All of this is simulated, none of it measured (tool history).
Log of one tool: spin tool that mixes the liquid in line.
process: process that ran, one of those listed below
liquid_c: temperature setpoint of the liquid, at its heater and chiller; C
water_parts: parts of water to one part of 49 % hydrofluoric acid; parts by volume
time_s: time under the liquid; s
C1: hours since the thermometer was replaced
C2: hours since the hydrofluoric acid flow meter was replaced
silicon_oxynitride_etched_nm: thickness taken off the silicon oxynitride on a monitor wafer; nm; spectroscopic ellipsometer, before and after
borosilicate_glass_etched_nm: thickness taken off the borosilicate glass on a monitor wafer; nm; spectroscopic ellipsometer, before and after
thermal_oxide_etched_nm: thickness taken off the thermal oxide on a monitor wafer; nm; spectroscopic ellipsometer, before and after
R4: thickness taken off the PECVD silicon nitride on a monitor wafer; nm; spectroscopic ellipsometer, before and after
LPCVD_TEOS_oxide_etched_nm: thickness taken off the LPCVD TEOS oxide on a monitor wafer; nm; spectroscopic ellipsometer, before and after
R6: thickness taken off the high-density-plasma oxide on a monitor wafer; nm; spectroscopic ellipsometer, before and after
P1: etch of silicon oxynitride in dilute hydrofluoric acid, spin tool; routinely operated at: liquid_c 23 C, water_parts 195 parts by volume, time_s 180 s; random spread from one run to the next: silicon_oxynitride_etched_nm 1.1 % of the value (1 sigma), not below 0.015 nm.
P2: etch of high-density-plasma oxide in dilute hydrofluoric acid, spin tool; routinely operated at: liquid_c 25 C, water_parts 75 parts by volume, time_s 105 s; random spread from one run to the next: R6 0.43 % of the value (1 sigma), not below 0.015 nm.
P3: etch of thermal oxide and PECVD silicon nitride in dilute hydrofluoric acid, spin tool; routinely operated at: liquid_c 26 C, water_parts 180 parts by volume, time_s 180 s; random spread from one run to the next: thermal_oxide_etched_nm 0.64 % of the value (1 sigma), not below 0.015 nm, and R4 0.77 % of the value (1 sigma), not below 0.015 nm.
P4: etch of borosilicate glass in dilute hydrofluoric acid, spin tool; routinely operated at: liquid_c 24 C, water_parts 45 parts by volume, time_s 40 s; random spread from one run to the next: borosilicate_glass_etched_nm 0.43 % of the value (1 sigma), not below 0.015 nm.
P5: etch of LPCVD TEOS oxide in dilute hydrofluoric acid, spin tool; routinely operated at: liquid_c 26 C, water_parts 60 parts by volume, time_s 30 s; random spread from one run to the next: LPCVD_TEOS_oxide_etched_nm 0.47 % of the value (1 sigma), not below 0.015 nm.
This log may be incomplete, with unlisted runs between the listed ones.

{"run": 1, "hour": 9.6, "process": "P1", "liquid_c": 23, "water_parts": 195, "time_s": 180, "C1": 863.2, "C2": 189.6, "silicon_oxynitride_etched_nm": 2.0239}
{"run": 2, "hour": 18.6, "process": "P4", "liquid_c": 24, "water_parts": 75, "time_s": 40, "C1": 872.2, "C2": 198.6, "borosilicate_glass_etched_nm": 27.465}
{"run": 3, "hour": 36.9, "process": "P3", "liquid_c": 26, "water_parts": 180, "time_s": 180, "C1": 890.5, "C2": 216.9, "thermal_oxide_etched_nm": 4.4343, "R4": 2.8031}
{"run": 4, "hour": 56.0, "process": "P1", "liquid_c": 18.5, "water_parts": 195, "time_s": 180, "C1": 909.6, "C2": 236, "silicon_oxynitride_etched_nm": 1.6608}
{"run": 5, "hour": 71.3, "process": "P1", "liquid_c": 23, "water_parts": 195, "time_s": 360, "C1": 924.9, "C2": 251.3, "silicon_oxynitride_etched_nm": 4.1011}
{"hour": 82.1, "done": "thermometer replaced"}
{"run": 6, "hour": 89.1, "process": "P4", "liquid_c": 24, "water_parts": 45, "time_s": 70, "C1": 7, "C2": 269.1, "borosilicate_glass_etched_nm": 82.485}
{"run": 7, "hour": 100.4, "process": "P5", "liquid_c": 26, "water_parts": 60, "time_s": 30, "C1": 18.3, "C2": 280.4, "LPCVD_TEOS_oxide_etched_nm": 18.129}
{"run": 8, "hour": 108.8, "process": "P4", "liquid_c": 20, "water_parts": 45, "time_s": 40, "C1": 26.7, "C2": 288.8, "borosilicate_glass_etched_nm": 40.227}
{"run": 9, "hour": 122.4, "process": "P2", "liquid_c": 31, "water_parts": 75, "time_s": 105, "C1": 40.3, "C2": 302.4, "R6": 11.415}
{"run": 10, "hour": 138.4, "process": "P1", "liquid_c": 23, "water_parts": 115, "time_s": 180, "C1": 56.3, "C2": 318.4, "silicon_oxynitride_etched_nm": 3.5787}
{"run": 11, "hour": 157.6, "process": "P1", "liquid_c": 23, "water_parts": 195, "time_s": 180, "C1": 75.5, "C2": 337.6, "silicon_oxynitride_etched_nm": 2.0422}
{"run": 12, "hour": 171.5, "process": "P1", "liquid_c": 23, "water_parts": 195, "time_s": 180, "C1": 89.4, "C2": 351.5, "silicon_oxynitride_etched_nm": 2.0131}
{"run": 13, "hour": 180.9, "process": "P2", "liquid_c": 25, "water_parts": 25, "time_s": 105, "C1": 98.8, "C2": 360.9, "R6": 28.938}
{"run": 14, "hour": 198.8, "process": "P3", "liquid_c": 26, "water_parts": 180, "time_s": 80, "C1": 116.7, "C2": 378.8, "thermal_oxide_etched_nm": 1.9964, "R4": 1.2145}
{"run": 15, "hour": 209.4, "process": "P5", "liquid_c": 26, "water_parts": 20, "time_s": 30, "C1": 127.3, "C2": 389.4, "LPCVD_TEOS_oxide_etched_nm": 58.351}
{"run": 16, "hour": 226.7, "process": "P5", "liquid_c": 26, "water_parts": 60, "time_s": 45, "C1": 144.6, "C2": 406.7, "LPCVD_TEOS_oxide_etched_nm": 27.367}
{"run": 17, "hour": 240.6, "process": "P1", "liquid_c": 23, "water_parts": 195, "time_s": 180, "C1": 158.5, "C2": 420.6, "silicon_oxynitride_etched_nm": 2.0372}
{"run": 18, "hour": 258.0, "process": "P5", "liquid_c": 19.5, "water_parts": 60, "time_s": 30, "C1": 175.9, "C2": 438, "LPCVD_TEOS_oxide_etched_nm": 13.934}
{"run": 19, "hour": 274.7, "process": "P1", "liquid_c": 23, "water_parts": 195, "time_s": 180, "C1": 192.6, "C2": 454.7, "silicon_oxynitride_etched_nm": 2.0524}
{"run": 20, "hour": 293.7, "process": "P1", "liquid_c": 23, "water_parts": 95, "time_s": 15, "C1": 211.6, "C2": 473.7, "silicon_oxynitride_etched_nm": 0.38497}
{"run": 21, "hour": 302.9, "process": "P3", "liquid_c": 30, "water_parts": 180, "time_s": 180, "C1": 220.8, "C2": 482.9, "thermal_oxide_etched_nm": 5.205, "R4": 3.5587}
{"run": 22, "hour": 313.9, "process": "P4", "liquid_c": 24, "water_parts": 45, "time_s": 40, "C1": 231.8, "C2": 493.9, "borosilicate_glass_etched_nm": 47.67}
{"run": 23, "hour": 326.0, "process": "P1", "liquid_c": 23, "water_parts": 195, "time_s": 180, "C1": 243.9, "C2": 506, "silicon_oxynitride_etched_nm": 2}
{"run": 24, "hour": 341.4, "process": "P1", "liquid_c": 23, "water_parts": 195, "time_s": 180, "C1": 259.3, "C2": 521.4, "silicon_oxynitride_etched_nm": 2.0149}
{"run": 25, "hour": 353.0, "process": "P1", "liquid_c": 23, "water_parts": 300, "time_s": 180, "C1": 270.9, "C2": 533, "silicon_oxynitride_etched_nm": 1.2062}
{"run": 26, "hour": 363.2, "process": "P3", "liquid_c": 26, "water_parts": 180, "time_s": 180, "C1": 281.1, "C2": 543.2, "thermal_oxide_etched_nm": 4.4795, "R4": 2.751}
{"run": 27, "hour": 378.3, "process": "P2", "liquid_c": 25, "water_parts": 75, "time_s": 105, "C1": 296.2, "C2": 558.3, "R6": 9.0546}
{"run": 28, "hour": 397.0, "process": "P1", "liquid_c": 30.5, "water_parts": 195, "time_s": 180, "C1": 314.9, "C2": 577, "silicon_oxynitride_etched_nm": 2.7499}
{"run": 29, "hour": 408.6, "process": "P3", "liquid_c": 26, "water_parts": 110, "time_s": 180, "C1": 326.5, "C2": 588.6, "thermal_oxide_etched_nm": 8.0936, "R4": 4.5633}
{"run": 30, "hour": 423.6, "process": "P1", "liquid_c": 23, "water_parts": 195, "time_s": 15, "C1": 341.5, "C2": 603.6, "silicon_oxynitride_etched_nm": 0.16734}
{"run": 31, "hour": 440.3, "process": "P2", "liquid_c": 25, "water_parts": 75, "time_s": 195, "C1": 358.2, "C2": 620.3, "R6": 16.931}
{"run": 32, "hour": 453.9, "process": "P1", "liquid_c": 23, "water_parts": 195, "time_s": 180, "C1": 371.8, "C2": 633.9, "silicon_oxynitride_etched_nm": 1.9814}
{"run": 33, "hour": 466.7, "process": "P1", "liquid_c": 23, "water_parts": 195, "time_s": 180, "C1": 384.6, "C2": 646.7, "silicon_oxynitride_etched_nm": 2.076}
{"run": 34, "hour": 481.1, "process": "P1", "liquid_c": 23, "water_parts": 195, "time_s": 180, "C1": 399, "C2": 661.1, "silicon_oxynitride_etched_nm": 2.1372}
{"run": 35, "hour": 498.3, "process": "P1", "liquid_c": 23, "water_parts": 195, "time_s": 180, "C1": 416.2, "C2": 678.3, "silicon_oxynitride_etched_nm": 2.1773}
{"run": 36, "hour": 516.3, "process": "P1", "liquid_c": 23, "water_parts": 195, "time_s": 180, "C1": 434.2, "C2": 696.3, "silicon_oxynitride_etched_nm": 2.2288}
{"run": 37, "hour": 525.7, "process": "P1", "liquid_c": 23, "water_parts": 195, "time_s": 180, "C1": 443.6, "C2": 705.7, "silicon_oxynitride_etched_nm": 2.1628}
{"run": 38, "hour": 538.0, "process": "P1", "liquid_c": 23, "water_parts": 195, "time_s": 180, "C1": 455.9, "C2": 718, "silicon_oxynitride_etched_nm": 2.1614}
{"run": 39, "hour": 553.3, "process": "P1", "liquid_c": 23, "water_parts": 195, "time_s": 180, "C1": 471.2, "C2": 733.3, "silicon_oxynitride_etched_nm": 2.2294}
{"run": 40, "hour": 572.0, "process": "P1", "liquid_c": 23, "water_parts": 195, "time_s": 180, "C1": 489.9, "C2": 752, "silicon_oxynitride_etched_nm": 2.2374}
{"run": 41, "hour": 587.2, "process": "P1", "liquid_c": 23, "water_parts": 195, "time_s": 180, "C1": 505.1, "C2": 767.2, "silicon_oxynitride_etched_nm": 2.253}
{"run": 42, "hour": 596.0, "process": "P1", "liquid_c": 23, "water_parts": 195, "time_s": 180, "C1": 513.9, "C2": 776, "silicon_oxynitride_etched_nm": 2.1584}

What P1 gives has crept away from where it was. These 2 causes fit the log equally well, each at the size given:
A: liquid hotter than its thermometer reads (K) = 2.06
B: hydrofluoric acid flow above the setpoint (%) = 8.43
The onset of the drift is placed at about hour 453.9.

You are offered 4 check runs, listed below with question marks in place of their results; each one averages 2 wafers. Which run separates the listed causes by giving clearly different results for each?
{"run": "check 1", "hour": 604.8, "process": "P2", "liquid_c": 25, "water_parts": 75, "time_s": 105, "R6": "?"}
{"run": "check 2", "hour": 604.8, "process": "P4", "liquid_c": 24, "water_parts": 45, "time_s": 40, "borosilicate_glass_etched_nm": "?"}
{"run": "check 3", "hour": 604.8, "process": "P5", "liquid_c": 26, "water_parts": 60, "time_s": 30, "LPCVD_TEOS_oxide_etched_nm": "?"}
{"run": "check 4", "hour": 604.8, "process": "P3", "liquid_c": 26, "water_parts": 180, "time_s": 180, "thermal_oxide_etched_nm": "?", "R4": "?"}

Outcome of each check run for each possible cause:
check=check_1 result=R6 if_A=9.825 if_B=9.8927
check=check_2 result=borosilicate_glass_etched_nm if_A=51.609 if_B=51.671
check=check_3 result=LPCVD_TEOS_oxide_etched_nm if_A=19.793 if_B=19.897
check=check_4 result=thermal_oxide_etched_nm if_A=4.8459 if_B=4.9561
check=check_4 result=R4 if_A=3.1531 if_B=3.0085
Separation of the two closest causes in each check, using whichever result separates them best: check 1 0.69 %; check 2 0.12 %; check 3 0.52 %; check 4 4.69 %
Only in check 4 would the causes give clearly different results; in the remaining checks their results would be nearly the same.

Check 4 was carried out, with these results: thermal_oxide_etched_nm 4.8548 nm; R4 3.1402 nm. Which of the listed causes is responsible?

It was cause A: liquid hotter than its thermometer reads (K).
